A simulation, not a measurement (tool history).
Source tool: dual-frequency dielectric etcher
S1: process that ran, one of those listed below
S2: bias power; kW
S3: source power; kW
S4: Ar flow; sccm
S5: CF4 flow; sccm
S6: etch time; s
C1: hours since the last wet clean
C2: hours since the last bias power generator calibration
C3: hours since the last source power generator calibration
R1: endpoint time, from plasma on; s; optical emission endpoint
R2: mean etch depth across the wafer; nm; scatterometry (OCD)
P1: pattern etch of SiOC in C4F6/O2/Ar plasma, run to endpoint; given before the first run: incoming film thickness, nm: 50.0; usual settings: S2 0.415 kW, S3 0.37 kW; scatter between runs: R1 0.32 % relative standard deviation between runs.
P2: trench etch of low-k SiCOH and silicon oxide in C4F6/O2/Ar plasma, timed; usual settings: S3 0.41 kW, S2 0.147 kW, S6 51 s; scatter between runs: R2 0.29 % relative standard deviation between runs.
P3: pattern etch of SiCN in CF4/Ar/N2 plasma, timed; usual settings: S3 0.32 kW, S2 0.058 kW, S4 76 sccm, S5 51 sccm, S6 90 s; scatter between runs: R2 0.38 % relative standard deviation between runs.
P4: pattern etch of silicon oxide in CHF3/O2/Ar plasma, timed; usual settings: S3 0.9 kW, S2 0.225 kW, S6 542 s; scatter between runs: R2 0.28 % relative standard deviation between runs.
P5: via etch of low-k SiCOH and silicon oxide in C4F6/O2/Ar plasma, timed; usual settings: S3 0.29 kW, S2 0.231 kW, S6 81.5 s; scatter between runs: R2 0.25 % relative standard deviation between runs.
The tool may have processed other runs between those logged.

run   hour  S1     S2    S3  S4  S5     S6     C1     C2      C3      R1      R2
  1      5  P1  0.415  0.37                 270.4  783.2  1370.8  18.898
  2    8.1  P1  0.415  0.25                 273.5  786.3  1373.9  21.785
  3   13.7  P3  0.074  0.32  76  51     90  279.1  791.9  1379.5          59.268
  4   17.5  P5  0.231  0.18           81.5  282.9  795.7  1383.3          179.59
  5   21.9  P1  0.498  0.37                 287.3  800.1  1387.7  17.665
  6     25  P4  0.181   0.9            542  290.4  803.2  1390.8          1270.8
  7   29.1  P1  0.415  0.37                 294.5  807.3  1394.9  18.847
  8   33.3  P4  0.225  0.62            542  298.7  811.5  1399.1          1182.6
  9   37.5  P3  0.058  0.32  76  51     90  302.9  815.7  1403.3          54.364
 10   42.1  P1  0.415  0.37                 307.5  820.3  1407.9  19.044
 11   47.5  P1  0.415  0.45                 312.9  825.7  1413.3  17.557
 12     50  P3  0.058  0.22  76  51     90  315.4  828.2  1415.8          38.882
 13   55.4  P5  0.231  0.29           81.5  320.8  833.6  1421.2           215.4
 14   58.6  P2  0.147  0.28             51    324  836.8  1424.4          136.35
 15   63.5  P1  0.278  0.29                 328.9  841.7  1429.3  23.871
 16   68.6  P3  0.058  0.32  58  51     90    334  846.8  1434.4          56.324
 17   72.8  P4  0.225   0.9          356.5  338.2    851  1438.6          899.69
 18   75.7  P3  0.058  0.32  76  66     90  341.1  853.9  1441.5          56.382
 19   81.4  P5  0.231  0.29            122  346.8  859.6  1447.2           324.2
 20   85.1  P5  0.328  0.29           81.5  350.5  863.3  1450.9          243.27
 21   89.1  P2  0.147  0.41             51  354.5  867.3  1454.9          157.64
 22   92.8  P2  0.147  0.41           69.5  358.2    871  1458.6          214.89
 23   97.7  P1   0.32  0.37                 363.1  875.9  1463.5  20.575
 24  102.2  P1  0.415  0.37                 367.6  880.4    1468  18.803
 25  105.8  P4  0.225   0.9            542  371.2    884  1471.6          1361.4
 26  108.5  P1  0.415  0.37                 373.9  886.7  1474.3  18.843
 27  112.3  P1  0.415  0.37                 377.7  890.5  1478.1    18.9
 28  116.9  P2  0.147  0.41             51  382.3  895.1  1482.7          157.93
 29  121.1  P2  0.118  0.41             51  386.5  899.3  1486.9          147.36
 30    125  P3  0.058  0.32  76  51  116.5  390.4  903.2  1490.8           69.89
 31  130.6  P1  0.415  0.37                   396  908.8  1496.4  18.952
 32  133.7  P1  0.415  0.37                 399.1  911.9  1499.5  19.005
 33  139.4  P1  0.415  0.37                 404.8  917.6  1505.2  19.114
     142.5  -- wet clean of the chamber
 34  143.3  P1  0.415  0.37                   0.9  921.5  1509.1  19.196

Forecast run 35:
 35  146.3  P1  0.415  0.37              3.9  924.5  1512.1   ?

R1: 19.102 s
